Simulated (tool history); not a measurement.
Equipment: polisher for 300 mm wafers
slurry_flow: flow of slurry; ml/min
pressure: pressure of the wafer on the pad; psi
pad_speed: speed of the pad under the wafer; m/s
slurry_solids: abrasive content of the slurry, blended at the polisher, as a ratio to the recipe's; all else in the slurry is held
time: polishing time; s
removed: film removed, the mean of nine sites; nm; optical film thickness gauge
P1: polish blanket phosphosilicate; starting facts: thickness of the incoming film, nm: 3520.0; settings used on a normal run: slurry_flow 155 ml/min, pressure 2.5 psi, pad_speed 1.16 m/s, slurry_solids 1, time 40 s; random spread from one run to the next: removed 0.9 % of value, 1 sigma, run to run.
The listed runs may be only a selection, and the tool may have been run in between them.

| run | hour | slurry_flow | pressure | pad_speed | slurry_solids | time | wafers polished on this pad | hours since the slurry nozzle was cleaned | hours since the head pressure was calibrated | hours since the slurry blender was calibrated | hours since the conditioning disc was replaced | removed |
|---|---|---|---|---|---|---|---|---|---|---|---|---|
| 1 | 6.5 | 155 | 2.5 | 1.16 | 1 | 40 | 281 | 85.9 | 434 | 148.1 | 66.5 | 338.35 |
| 2 | 14.1 | 155 | 2.5 | 1.16 | 0.5 | 40 | 362 | 93.5 | 441.6 | 155.7 | 74.1 | 239.95 |
| 3 | 24.5 | 155 | 2.5 | 1.16 | 1 | 40 | 474 | 103.9 | 452 | 166.1 | 84.5 | 347.31 |
| 4 | 34.2 | 155 | 2.5 | 1.16 | 1.45 | 40 | 578 | 113.6 | 461.7 | 175.8 | 94.2 | 403.96 |
| 5 | 47.2 | 155 | 2.5 | 1.16 | 1 | 40 | 717 | 126.6 | 474.7 | 188.8 | 107.2 | 348.55 |
| 6 | 54.1 | 235 | 2.5 | 1.16 | 1 | 40 | 791 | 133.5 | 481.6 | 195.7 | 114.1 | 368.98 |
|  | 57.9 | slurry nozzle cleaned |
| 7 | 61.7 | 155 | 2.5 | 1.74 | 1 | 40 | 873 | 3.8 | 489.2 | 203.3 | 121.7 | 477.31 |
| 8 | 69.7 | 155 | 2.5 | 1.16 | 1 | 18 | 959 | 11.8 | 497.2 | 211.3 | 129.7 | 154.96 |
| 9 | 80.6 | 155 | 2.5 | 1.16 | 1 | 40 | 1076 | 22.7 | 508.1 | 222.2 | 140.6 | 344.47 |
| 10 | 87.1 | 155 | 1.1 | 1.16 | 1 | 40 | 1145 | 29.2 | 514.6 | 228.7 | 147.1 | 151.03 |
|  | 90.8 | head pressure recalibrated |
| 11 | 97.2 | 155 | 2.5 | 1.16 | 1 | 63 | 1254 | 39.3 | 6.4 | 238.8 | 157.2 | 550.73 |
| 12 | 104.7 | 155 | 2.5 | 1.16 | 1 | 40 | 1334 | 46.8 | 13.9 | 246.3 | 164.7 | 348.66 |
| 13 | 115.5 | 95 | 2.5 | 1.16 | 1 | 40 | 1450 | 57.6 | 24.7 | 257.1 | 175.5 | 311.61 |
| 14 | 125.9 | 155 | 3.2 | 1.16 | 1 | 40 | 1562 | 68 | 35.1 | 267.5 | 185.9 | 441.9 |
| 15 | 137.9 | 155 | 2.5 | 0.76 | 1 | 40 | 1690 | 80 | 47.1 | 279.5 | 197.9 | 249.1 |
| 16 | 145.2 | 155 | 2.5 | 1.46 | 1 | 50 | 1769 | 87.3 | 54.4 | 286.8 | 205.2 | 515.55 |
| 17 | 152.7 | 155 | 2.5 | 1.16 | 1 | 40 | 1849 | 94.8 | 61.9 | 294.3 | 212.7 | 344.95 |
| 18 | 162.3 | 155 | 2.5 | 1.16 | 1 | 40 | 1952 | 104.4 | 71.5 | 303.9 | 222.3 | 344.12 |
| 19 | 170.6 | 155 | 2.5 | 1.16 | 1 | 40 | 2041 | 112.7 | 79.8 | 312.2 | 230.6 | 336.8 |
| 20 | 179.1 | 155 | 2.5 | 1.16 | 1 | 40 | 2132 | 121.2 | 88.3 | 320.7 | 239.1 | 331.22 |
| 21 | 185.3 | 155 | 2.5 | 1.16 | 1 | 40 | 2199 | 127.4 | 94.5 | 326.9 | 245.3 | 322.49 |
| 22 | 196.4 | 155 | 2.5 | 1.16 | 1 | 40 | 2318 | 138.5 | 105.6 | 338 | 256.4 | 315.45 |
|  | 201.5 | slurry blender recalibrated |
| 23 | 209.5 | 155 | 2.5 | 1.16 | 1 | 40 | 2458 | 151.6 | 118.7 | 8 | 269.5 | 317.45 |
|  | 212.8 | head pressure recalibrated |
|  | 214.1 | conditioning disc replaced and pad reconditioned |
| 24 | 217.5 | 155 | 2.5 | 1.16 | 1 | 40 | 2544 | 159.6 | 4.7 | 16 | 3.5 | 311.47 |
| 25 | 224.2 | 155 | 2.5 | 1.16 | 1 | 40 | 2616 | 166.3 | 11.4 | 22.7 | 10.2 | 310.63 |
| 26 | 230.9 | 155 | 2.5 | 1.16 | 1 | 40 | 2688 | 173 | 18.1 | 29.4 | 16.9 | 305.87 |
| 27 | 238.8 | 155 | 2.5 | 1.16 | 1 | 40 | 2773 | 180.9 | 26 | 37.3 | 24.8 | 313.41 |

What P1 gives has crept away from where it was. These 2 causes fit the log equally well, each at the size given:
A: slurry flow missing at the pad, % = 39.7
B: removal rate lost through wear of the pad, % = 10.2
The creep began at about hour 162.3.
Each remaining cause and why it is not a fit:
head's pressure below its setpoint, %: serviced at hour 212.8, after the change had begun; the process did not return to its earlier output
abrasive missing from the slurry, %: serviced at hour 201.5, after the change had begun; the process did not return to its earlier output
time polished since the conditioner stopped cutting, s: serviced at hour 214.1, after the change had begun; the process did not return to its earlier output

You are offered 4 check runs, listed below with question marks in place of their results; each one averages 2 wafers. Which run separates the listed causes by giving clearly different results for each?
| check 1 | 246.7 | 155 | 2.5 | 1.16 | 1 | 60 |  |  |  |  |  | ? |
| check 2 | 246.7 | 95 | 2.5 | 1.16 | 0.8 | 40 |  |  |  |  |  | ? |
| check 3 | 246.7 | 155 | 2.5 | 1.7 | 1 | 40 |  |  |  |  |  | ? |
| check 4 | 246.7 | 155 | 1.9 | 1.68 | 1 | 40 |  |  |  |  |  | ? |

Predicted outcomes, by check and by cause:
| check | result | if A | if B |
|---|---|---|---|
| check 1 | removed | 465.8 | 465.94 |
| check 2 | removed | 237.41 | 251.48 |
| check 3 | removed | 421.6 | 421.73 |
| check 4 | removed | 317.4 | 317.49 |
Distance between the nearest two causes, measured in the result of the check that separates them most: check 1 0.03 %; check 2 5.76 %; check 3 0.03 %; check 4 0.03 %
Check 2 is the one run that separates the causes; every other check would come out nearly the same whichever cause is at work.

Running check 2 produced the following: removed 235.88 nm. Which one of the listed causes fits?

Of the candidate causes, it is A: slurry flow missing at the pad, %.

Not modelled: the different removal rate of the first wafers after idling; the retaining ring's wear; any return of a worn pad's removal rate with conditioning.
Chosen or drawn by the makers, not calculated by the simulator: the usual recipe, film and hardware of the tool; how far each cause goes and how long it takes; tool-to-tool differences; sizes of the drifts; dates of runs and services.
